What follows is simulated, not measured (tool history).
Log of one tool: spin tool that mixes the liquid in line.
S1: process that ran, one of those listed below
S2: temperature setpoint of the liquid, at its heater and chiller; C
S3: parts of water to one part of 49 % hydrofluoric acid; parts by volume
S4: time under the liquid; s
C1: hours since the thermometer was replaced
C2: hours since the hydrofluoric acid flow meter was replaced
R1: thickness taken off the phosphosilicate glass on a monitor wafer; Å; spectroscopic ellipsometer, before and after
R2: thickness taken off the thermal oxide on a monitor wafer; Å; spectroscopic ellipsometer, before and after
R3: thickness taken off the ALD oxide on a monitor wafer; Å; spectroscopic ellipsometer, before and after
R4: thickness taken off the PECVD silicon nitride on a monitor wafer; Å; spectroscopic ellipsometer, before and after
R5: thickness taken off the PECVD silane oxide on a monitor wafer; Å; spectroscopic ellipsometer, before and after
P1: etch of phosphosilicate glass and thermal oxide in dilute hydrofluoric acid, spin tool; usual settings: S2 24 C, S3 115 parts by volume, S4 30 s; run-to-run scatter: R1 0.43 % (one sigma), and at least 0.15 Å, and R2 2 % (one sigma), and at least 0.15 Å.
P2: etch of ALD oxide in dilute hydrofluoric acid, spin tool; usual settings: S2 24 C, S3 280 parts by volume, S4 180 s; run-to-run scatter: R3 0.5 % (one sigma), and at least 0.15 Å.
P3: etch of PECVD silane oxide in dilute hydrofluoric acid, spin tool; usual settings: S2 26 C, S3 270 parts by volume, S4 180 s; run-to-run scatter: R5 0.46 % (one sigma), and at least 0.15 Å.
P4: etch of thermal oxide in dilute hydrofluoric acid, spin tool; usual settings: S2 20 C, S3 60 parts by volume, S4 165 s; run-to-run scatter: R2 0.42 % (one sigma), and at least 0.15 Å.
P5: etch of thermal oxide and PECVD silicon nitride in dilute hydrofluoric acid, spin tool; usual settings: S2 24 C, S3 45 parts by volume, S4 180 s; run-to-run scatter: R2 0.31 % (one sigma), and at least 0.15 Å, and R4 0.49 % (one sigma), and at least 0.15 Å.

run	day	S1	S2	S3	S4	C1	C2	R1	R2	R3	R4	R5
1	0.458	P1	24	115	30	891.4	588.8	335.95	12.666			
2	0.929	P2	24	280	15	902.7	600.1			5.2479		
3	1.479	P5	24	45	335	915.9	613.3		392.81		412.88	
4	2.175	P1	24	50	15	932.6	630	413.69	15.609			
5	2.817	P1	24	175	15	948	645.4	101.6	4.1372			
6	3.158	P1	24	115	30	956.2	653.6	330.12	12.544			
7	3.854	P5	28	45	180	972.9	670.3		248.2		292.43	
8	4.454	P1	17	115	30	987.3	684.7	249.89	9.4194			
9	5.079	P5	24	75	180	1002.3	699.7		121.3		134.44	
10	5.408	P4	28	60	165	1010.2	707.6		150.6			
11	5.767	P1	24	115	30	1018.8	716.2	332.1	12.182			
12	6.15	P4	20	90	165	1028	725.4		69.856			
13	6.825	P1	24	115	30	1044.2	741.6	328.17	12.434			
14	7.221	P3	26	270	180	1053.7	751.1					149.37
15	7.817	P1	24	215	30	1068	765.4	158.74	5.6522			
16	8.467	P4	20	60	165	1083.6	781		108.41			
17	9.154	P1	24	115	15	1100.1	797.5	165.4	6.1159			
18	9.504	P2	24	280	180	1108.5	805.9			64.218		
19	10.075	P4	20	60	270	1122.2	819.6		176.22			
20	10.55	P1	24	115	30	1133.6	831	332.53	12.297			
21	10.971	P1	28.5	115	30	1143.7	841.1	397.88	14.386			
22	11.571	P5	24	45	180	1158.1	855.5		210.81		220.67	
23	12.029	P3	19	270	180	1169.1	866.5					115.65
24	12.358	P3	26	115	180	1177	874.4					418.09
25	13.075	P1	24	35	30	1194.2	891.6	1209.8	43.962			
26	13.417	P1	24	55	15	1202.4	899.8	373.56	13.526			
27	13.946	P3	26	270	285	1215.1	912.5					236.48
28	14.279	P1	24	115	50	1223.1	920.5	555.97	20.464			
29	15.004	P2	28	280	180	1240.5	937.9			73.29		
30	15.408	P2	24	280	180	1250.2	947.6			63.906		
31	15.846	P4	20	60	165	1260.7	958.1		108.38			
32	16.238	P2	24	65	180	1270.1	967.5			351.54		
33	16.696	P1	24	115	30	1281.1	978.5	331.6	12.05			
34	17.438	P1	24	115	30	1298.9	996.3	341.63	12.598			
35	18.042	P1	24	115	30	1313.4	1010.8	345.29	12.578			
36	18.762	P1	24	115	30	1330.7	1028.1	349.93	12.705			
37	19.367	P1	24	115	30	1345.2	1042.6	350.34	12.64			
38	19.75	P1	24	115	30	1354.4	1051.8	350.9	13.128			
39	20.421	P1	24	115	30	1370.5	1067.9	353.27	12.953			
40	21.1	P1	24	115	30	1386.8	1084.2	352.06	12.464			
41	21.688	P1	24	115	30	1400.9	1098.3	351.57	13.105			
42	22.371	P1	24	115	30	1417.3	1114.7	352.28	12.785			
43	22.85	P1	24	115	30	1428.8	1126.2	353.99	13.052			

What P1 gives has crept away from where it was. These 2 causes fit the log equally well, each at the size given:
A: liquid hotter than its thermometer reads (K) = 1.64
B: hydrofluoric acid flow above the setpoint (%) = 5.75
The creep began at about day 16.696.

4 check runs are offered, one wafer each, their results left as question marks. Which one tells the causes apart?
check 1	23.329	P3	23	120	180							?
check 2	23.329	P4	25	60	240				?			
check 3	23.329	P2	28	120	180					?		
check 4	23.329	P5	24	65	250				?		?	

What each check would give under each cause:
check	result	if A	if B
check 1	R5	377.13	376.88
check 2	R2	206.54	205.36
check 3	R3	220.09	220.82
check 4	R2	210.48	209.25
check 4	R4	239.08	226.45
How far apart the two closest causes lie, in the result that separates them most: check 1 0.07 %; check 2 0.57 %; check 3 0.33 %; check 4 5.43 %
Check 4 tells the causes apart: in the others they would give nearly the same result.

Then check 4 was run and gave: R2 210.55 Å; R4 239.66 Å. Which cause is it?

It is A: liquid hotter than its thermometer reads (K).

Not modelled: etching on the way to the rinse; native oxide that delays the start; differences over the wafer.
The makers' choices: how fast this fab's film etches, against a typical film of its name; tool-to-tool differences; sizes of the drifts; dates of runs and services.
